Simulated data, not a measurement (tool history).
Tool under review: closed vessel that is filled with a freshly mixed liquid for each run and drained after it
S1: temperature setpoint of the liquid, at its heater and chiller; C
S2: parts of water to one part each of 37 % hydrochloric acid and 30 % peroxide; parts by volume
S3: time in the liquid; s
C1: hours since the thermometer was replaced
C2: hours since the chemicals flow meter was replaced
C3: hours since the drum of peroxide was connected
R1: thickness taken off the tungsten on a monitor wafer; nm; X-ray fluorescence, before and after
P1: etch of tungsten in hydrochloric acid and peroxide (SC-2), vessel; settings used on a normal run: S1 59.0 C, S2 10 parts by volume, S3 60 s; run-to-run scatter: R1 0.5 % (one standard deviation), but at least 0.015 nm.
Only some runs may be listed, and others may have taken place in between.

Run 1, hour 6.2: S1 59.0 C, S2 10 parts by volume, S3 60 s; C1 542.0; C2 89.2; C3 418.2. Result: R1 24.5190 nm.
Run 2, hour 12.1: S1 59.0 C, S2 10 parts by volume, S3 120 s; C1 547.9; C2 95.1; C3 424.1. Result: R1 48.7270 nm.
Run 3, hour 16.9: S1 68.5 C, S2 4 parts by volume, S3 60 s; C1 552.7; C2 99.9; C3 428.9. Result: R1 87.3040 nm.
Run 4, hour 23.5: S1 59.0 C, S2 18 parts by volume, S3 60 s; C1 559.3; C2 106.5; C3 435.5. Result: R1 14.4960 nm.
Run 5, hour 32.5: S1 72.0 C, S2 10 parts by volume, S3 60 s; C1 568.3; C2 115.5; C3 444.5. Result: R1 53.6780 nm.
At hour 32.7: chemicals flow meter replaced.
Run 6, hour 40.6: S1 59.0 C, S2 10 parts by volume, S3 60 s; C1 576.4; C2 8.0; C3 452.6. Result: R1 24.3780 nm.
Run 7, hour 45.9: S1 59.0 C, S2 10 parts by volume, S3 30 s; C1 581.7; C2 13.3; C3 457.9. Result: R1 12.2490 nm.
Run 8, hour 53.1: S1 59.0 C, S2 10 parts by volume, S3 60 s; C1 588.9; C2 20.5; C3 465.1. Result: R1 24.3170 nm.
Run 9, hour 59.0: S1 71.0 C, S2 4 parts by volume, S3 60 s; C1 594.8; C2 26.4; C3 471.0. Result: R1 101.8800 nm.
Run 10, hour 64.6: S1 59.0 C, S2 10 parts by volume, S3 60 s; C1 600.4; C2 32.0; C3 476.6. Result: R1 24.3620 nm.
Run 11, hour 74.8: S1 69.5 C, S2 17 parts by volume, S3 60 s; C1 610.6; C2 42.2; C3 486.8. Result: R1 29.1230 nm.
Run 12, hour 80.6: S1 44.5 C, S2 10 parts by volume, S3 60 s; C1 616.4; C2 48.0; C3 492.6. Result: R1 9.3745 nm.
Run 13, hour 89.2: S1 59.0 C, S2 10 parts by volume, S3 60 s; C1 625.0; C2 56.6; C3 501.2. Result: R1 24.3890 nm.
Run 14, hour 99.1: S1 59.0 C, S2 10 parts by volume, S3 60 s; C1 634.9; C2 66.5; C3 511.1. Result: R1 24.5390 nm.
Run 15, hour 104.6: S1 59.0 C, S2 4 parts by volume, S3 60 s; C1 640.4; C2 72.0; C3 516.6. Result: R1 48.7050 nm.
Run 16, hour 113.7: S1 59.0 C, S2 10 parts by volume, S3 60 s; C1 649.5; C2 81.1; C3 525.7. Result: R1 24.4310 nm.
Run 17, hour 123.6: S1 59.0 C, S2 10 parts by volume, S3 60 s; C1 659.4; C2 91.0; C3 535.6. Result: R1 24.3740 nm.
Run 18, hour 132.7: S1 59.0 C, S2 10 parts by volume, S3 60 s; C1 668.5; C2 100.1; C3 544.7. Result: R1 23.3290 nm.
Run 19, hour 141.0: S1 59.0 C, S2 10 parts by volume, S3 60 s; C1 676.8; C2 108.4; C3 553.0. Result: R1 22.6000 nm.

Predict the results of run 20:
Run 20, hour 145.6: S1 59.0 C, S2 10 parts by volume, S3 60 s; C1 681.4; C2 113.0; C3 557.6. Result: R1 ?.

{"run 20": {"R1": 22.473}}
